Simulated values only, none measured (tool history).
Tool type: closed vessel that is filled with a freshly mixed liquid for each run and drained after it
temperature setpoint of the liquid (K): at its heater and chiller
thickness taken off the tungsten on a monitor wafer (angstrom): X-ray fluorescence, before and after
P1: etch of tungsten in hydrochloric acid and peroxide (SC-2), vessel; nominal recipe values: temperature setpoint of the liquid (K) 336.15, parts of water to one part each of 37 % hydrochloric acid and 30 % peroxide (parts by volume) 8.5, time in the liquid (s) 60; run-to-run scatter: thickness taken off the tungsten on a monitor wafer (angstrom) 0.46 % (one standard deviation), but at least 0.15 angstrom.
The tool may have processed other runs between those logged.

run    day  temperature setpoint of the liquid (K)  parts of water to one part each of 37 % hydrochloric acid and 30 % peroxide (parts by volume)  time in the liquid (s)  hours since the thermometer was replaced  hours since the chemicals flow meter was replaced  hours since the drum of peroxide was connected  thickness taken off the tungsten on a monitor wafer (angstrom)
  1  0.112                                  336.15                                                                                            8.5                      60                                     992.8                                              423.3                                           682.3                                                           353.6
  2  0.267                                  336.15                                                                                            8.5                      60                                     996.5                                                427                                             686                                                          351.61
  3  0.404                                  336.15                                                                                            8.5                      30                                     999.8                                              430.3                                           689.3                                                           178.3
  4  0.512                                  336.15                                                                                            8.5                      60                                    1002.4                                              432.9                                           691.9                                                          355.26
     0.617  -- thermometer replaced
  5  0.688                                  336.15                                                                                            8.5                     110                                       1.8                                              437.1                                           696.1                                                          652.32
  6  0.808                                  336.15                                                                                            8.5                      60                                       4.7                                                440                                             699                                                          354.49
  7  0.929                                  336.15                                                                                            8.5                      60                                       7.6                                              442.9                                           701.9                                                          353.64
  8  1.112                                  319.65                                                                                            8.5                      60                                        12                                              447.3                                           706.3                                                          120.61
  9  1.258                                  336.15                                                                                            8.5                      60                                      15.5                                              450.8                                           709.8                                                          354.24
 10  1.388                                  336.15                                                                                            4.5                      30                                      18.6                                              453.9                                           712.9                                                           287.7
     1.492  -- new drum of peroxide connected
 11  1.542                                  336.15                                                                                              4                      60                                      22.3                                              457.6                                             1.2                                                          619.44
 12  1.704                                  336.15                                                                                            8.5                      60                                      26.2                                              461.5                                             5.1                                                          352.61
 13  1.796                                  336.15                                                                                           12.5                      85                                      28.4                                              463.7                                             7.3                                                          363.16
 14  1.942                                  336.15                                                                                             12                      60                                      31.9                                              467.2                                            10.8                                                           266.9
 15  2.096                                  345.15                                                                                            8.5                      60                                      35.6                                              470.9                                            14.5                                                          606.88
 16  2.225                                  336.15                                                                                            8.5                      60                                      38.7                                                474                                            17.6                                                           356.2
 17  2.329                                  336.15                                                                                            8.5                      60                                      41.2                                              476.5                                            20.1                                                          361.12
 18  2.462                                  336.15                                                                                            8.5                      60                                      44.4                                              479.7                                            23.3                                                           372.7
 19  2.592                                  336.15                                                                                            8.5                      60                                      47.5                                              482.8                                            26.4                                                          376.18
 20  2.754                                  336.15                                                                                            8.5                      60                                      51.4                                              486.7                                            30.3                                                          379.58
 21  2.938                                  336.15                                                                                            8.5                      60                                      55.8                                              491.1                                            34.7                                                          380.61
 22  3.079                                  336.15                                                                                            8.5                      60                                      59.2                                              494.5                                            38.1                                                          382.85
 23  3.183                                  336.15                                                                                            8.5                      60                                      61.7                                                497                                            40.6                                                          387.76
 24   3.35                                  336.15                                                                                            8.5                      60                                      65.7                                                501                                            44.6                                                          384.03
 25  3.479                                  336.15                                                                                            8.5                      60                                      68.8                                              504.1                                            47.7                                                          384.84

What P1 gives has crept away from where it was. These 2 causes fit the log equally well, each at the size given:
A: liquid hotter than its thermometer reads (K) = 1.37
B: chemicals flow above the setpoint (%) = 11
Onset of the creep was near day 2.225.
Why every other cause is out:
peroxide weaker than its label (%): can reach only 8, and even then thickness taken off the tungsten on a monitor wafer (angstrom) would move by -7.3 %, too little or the wrong way

You are offered 4 check runs, listed below with question marks in place of their results; each one averages 3 wafers. Which run separates the listed causes by giving clearly different results for each?
check 1  3.608                                  344.65                                                                                            8.5                      40                                                                                                                                                                                                            ?
check 2  3.608                                  320.65                                                                                            4.5                      60                                                                                                                                                                                                            ?
check 3  3.608                                  345.15                                                                                            8.5                     110                                                                                                                                                                                                            ?
check 4  3.608                                  336.15                                                                                            8.5                      95                                                                                                                                                                                                            ?

Outcome of each check run for each possible cause:
  check                                                          result    if A    if B
check 1  thickness taken off the tungsten on a monitor wafer (angstrom)  425.75  427.28
check 2  thickness taken off the tungsten on a monitor wafer (angstrom)  230.25   225.4
check 3  thickness taken off the tungsten on a monitor wafer (angstrom)  1205.3  1209.9
check 4  thickness taken off the tungsten on a monitor wafer (angstrom)  609.17  608.87
Per-check spread between the two closest causes, in the result where they differ most: check 1 0.36 %; check 2 2.13 %; check 3 0.38 %; check 4 0.05 %
Check 2 distinguishes between the causes, while the remaining checks would return nearly the same result for all of them.

Check 2 was then run and gave: thickness taken off the tungsten on a monitor wafer (angstrom) 230.34. Which cause is it?

Of the candidate causes, it is A: liquid hotter than its thermometer reads (K).
